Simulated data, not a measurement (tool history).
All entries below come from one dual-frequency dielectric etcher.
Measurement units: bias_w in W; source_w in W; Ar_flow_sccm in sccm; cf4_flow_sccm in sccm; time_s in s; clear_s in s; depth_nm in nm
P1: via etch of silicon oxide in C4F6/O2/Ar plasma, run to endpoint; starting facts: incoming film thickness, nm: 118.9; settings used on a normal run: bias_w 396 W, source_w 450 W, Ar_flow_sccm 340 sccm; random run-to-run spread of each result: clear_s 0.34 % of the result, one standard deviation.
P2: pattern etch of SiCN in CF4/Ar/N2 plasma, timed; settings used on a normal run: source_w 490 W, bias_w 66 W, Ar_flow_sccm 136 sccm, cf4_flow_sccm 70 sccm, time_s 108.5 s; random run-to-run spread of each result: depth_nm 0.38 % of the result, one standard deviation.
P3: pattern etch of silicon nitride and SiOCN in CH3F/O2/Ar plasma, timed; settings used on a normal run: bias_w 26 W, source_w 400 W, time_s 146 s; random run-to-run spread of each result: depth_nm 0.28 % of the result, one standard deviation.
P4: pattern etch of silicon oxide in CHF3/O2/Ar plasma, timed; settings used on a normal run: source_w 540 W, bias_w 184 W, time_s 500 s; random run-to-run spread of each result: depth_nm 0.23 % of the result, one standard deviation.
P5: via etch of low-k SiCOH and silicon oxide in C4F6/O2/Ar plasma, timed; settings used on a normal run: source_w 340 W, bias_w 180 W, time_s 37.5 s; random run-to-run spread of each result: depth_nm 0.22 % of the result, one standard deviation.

Run 1, hour 6.9: process P1, bias_w 396 W, source_w 450 W, Ar_flow_sccm 340 sccm. Result: clear_s 28.125 s.
Run 2, hour 13.9: process P2, bias_w 66 W, source_w 490 W, Ar_flow_sccm 136 sccm, cf4_flow_sccm 70 sccm, time_s 59.5 s. Result: depth_nm 51.521 nm.
Run 3, hour 20.9: process P1, bias_w 396 W, source_w 290 W, Ar_flow_sccm 433 sccm. Result: clear_s 34.085 s.
Run 4, hour 30.9: process P2, bias_w 66 W, source_w 490 W, Ar_flow_sccm 97 sccm, cf4_flow_sccm 70 sccm, time_s 108.5 s. Result: depth_nm 99.23 nm.
Run 5, hour 40.7: process P5, bias_w 180 W, source_w 240 W, time_s 37.5 s. Result: depth_nm 79.246 nm.
Run 6, hour 45.9: process P3, bias_w 26 W, source_w 400 W, time_s 146 s. Result: depth_nm 20.742 nm.
Run 7, hour 55: process P3, bias_w 18 W, source_w 400 W, time_s 146 s. Result: depth_nm 17.704 nm.
At hour 61.4: wet clean of the chamber.
Run 8, hour 63.4: process P3, bias_w 26 W, source_w 400 W, time_s 146 s. Result: depth_nm 20.807 nm.
Run 9, hour 73.4: process P5, bias_w 180 W, source_w 340 W, time_s 37.5 s. Result: depth_nm 90.55 nm.
Run 10, hour 83.8: process P1, bias_w 396 W, source_w 450 W, Ar_flow_sccm 340 sccm. Result: clear_s 28.167 s.
Run 11, hour 91.3: process P4, bias_w 129 W, source_w 540 W, time_s 500 s. Result: depth_nm 859.42 nm.
Run 12, hour 99.8: process P2, bias_w 66 W, source_w 490 W, Ar_flow_sccm 136 sccm, cf4_flow_sccm 70 sccm, time_s 108.5 s. Result: depth_nm 93.464 nm.
Run 13, hour 106.1: process P3, bias_w 26 W, source_w 400 W, time_s 215 s. Result: depth_nm 30.48 nm.
Run 14, hour 114.6: process P1, bias_w 310 W, source_w 450 W, Ar_flow_sccm 340 sccm. Result: clear_s 30.839 s.
Run 15, hour 122.4: process P5, bias_w 180 W, source_w 340 W, time_s 37.5 s. Result: depth_nm 90.268 nm.
Run 16, hour 129.2: process P1, bias_w 396 W, source_w 590 W, Ar_flow_sccm 340 sccm. Result: clear_s 25.357 s.
Run 17, hour 136: process P4, bias_w 184 W, source_w 330 W, time_s 500 s. Result: depth_nm 798.44 nm.
Run 18, hour 142.2: process P2, bias_w 66 W, source_w 490 W, Ar_flow_sccm 136 sccm, cf4_flow_sccm 70 sccm, time_s 108.5 s. Result: depth_nm 93.63 nm.
Run 19, hour 151.8: process P4, bias_w 184 W, source_w 540 W, time_s 275 s. Result: depth_nm 528 nm.
Run 20, hour 158.2: process P2, bias_w 66 W, source_w 490 W, Ar_flow_sccm 136 sccm, cf4_flow_sccm 86 sccm, time_s 108.5 s. Result: depth_nm 97.393 nm.
Run 21, hour 165.2: process P4, bias_w 184 W, source_w 540 W, time_s 500 s. Result: depth_nm 964.29 nm.
Run 22, hour 171: process P1, bias_w 396 W, source_w 450 W, Ar_flow_sccm 340 sccm. Result: clear_s 28.19 s.
Run 23, hour 179.8: process P1, bias_w 396 W, source_w 450 W, Ar_flow_sccm 340 sccm. Result: clear_s 28.123 s.
Run 24, hour 187.3: process P2, bias_w 48 W, source_w 490 W, Ar_flow_sccm 136 sccm, cf4_flow_sccm 70 sccm, time_s 108.5 s. Result: depth_nm 84.451 nm.
Run 25, hour 192.4: process P1, bias_w 396 W, source_w 370 W, Ar_flow_sccm 340 sccm. Result: clear_s 30.26 s.
Run 26, hour 198.6: process P1, bias_w 396 W, source_w 450 W, Ar_flow_sccm 340 sccm. Result: clear_s 28.26 s.
Run 27, hour 204.9: process P1, bias_w 471 W, source_w 450 W, Ar_flow_sccm 405 sccm. Result: clear_s 26.973 s.
Run 28, hour 211.4: process P1, bias_w 396 W, source_w 540 W, Ar_flow_sccm 418 sccm. Result: clear_s 26.93 s.
Run 29, hour 218.2: process P5, bias_w 180 W, source_w 340 W, time_s 51.5 s. Result: depth_nm 124.1 nm.
Run 30, hour 223.8: process P5, bias_w 246 W, source_w 340 W, time_s 37.5 s. Result: depth_nm 100.25 nm.
Run 31, hour 231.7: process P1, bias_w 396 W, source_w 450 W, Ar_flow_sccm 476 sccm. Result: clear_s 29.287 s.
Run 32, hour 238.1: process P3, bias_w 26 W, source_w 260 W, time_s 146 s. Result: depth_nm 17.965 nm.
Run 33, hour 248.9: process P1, bias_w 535 W, source_w 450 W, Ar_flow_sccm 340 sccm. Result: clear_s 25.272 s.
At hour 249.8: Ar flow controller replaced.
Run 34, hour 255.7: process P2, bias_w 66 W, source_w 300 W, Ar_flow_sccm 136 sccm, cf4_flow_sccm 70 sccm, time_s 108.5 s. Result: depth_nm 61.344 nm.
Run 35, hour 262.3: process P4, bias_w 184 W, source_w 540 W, time_s 500 s. Result: depth_nm 963.36 nm.
Run 36, hour 273.3: process P1, bias_w 396 W, source_w 450 W, Ar_flow_sccm 340 sccm. Result: clear_s 28.252 s.
Run 37, hour 281.2: process P1, bias_w 396 W, source_w 450 W, Ar_flow_sccm 340 sccm. Result: clear_s 28.14 s.
Run 38, hour 288.1: process P1, bias_w 396 W, source_w 450 W, Ar_flow_sccm 204 sccm. Result: clear_s 26.392 s.
Run 39, hour 295.8: process P1, bias_w 396 W, source_w 450 W, Ar_flow_sccm 340 sccm. Result: clear_s 28.277 s.
Run 40, hour 303.1: process P1, bias_w 396 W, source_w 450 W, Ar_flow_sccm 340 sccm. Result: clear_s 27.963 s.
Run 41, hour 313.6: process P1, bias_w 396 W, source_w 450 W, Ar_flow_sccm 340 sccm. Result: clear_s 27.944 s.
Run 42, hour 318.8: process P1, bias_w 396 W, source_w 450 W, Ar_flow_sccm 340 sccm. Result: clear_s 27.741 s.
Run 43, hour 323.9: process P1, bias_w 396 W, source_w 450 W, Ar_flow_sccm 340 sccm. Result: clear_s 27.704 s.
At hour 327.1: wet clean of the chamber.
Run 44, hour 329.1: process P1, bias_w 396 W, source_w 450 W, Ar_flow_sccm 340 sccm. Result: clear_s 27.786 s.
Run 45, hour 335.1: process P1, bias_w 396 W, source_w 450 W, Ar_flow_sccm 340 sccm. Result: clear_s 27.9 s.

The next listed run, before its measurement:
At hour 337.7: Ar flow controller replaced.
Run 46, hour 344.4: process P1, bias_w 396 W, source_w 450 W, Ar_flow_sccm 340 sccm. Result: clear_s ?.

Logged for run 46: clear_s 27.672 s.

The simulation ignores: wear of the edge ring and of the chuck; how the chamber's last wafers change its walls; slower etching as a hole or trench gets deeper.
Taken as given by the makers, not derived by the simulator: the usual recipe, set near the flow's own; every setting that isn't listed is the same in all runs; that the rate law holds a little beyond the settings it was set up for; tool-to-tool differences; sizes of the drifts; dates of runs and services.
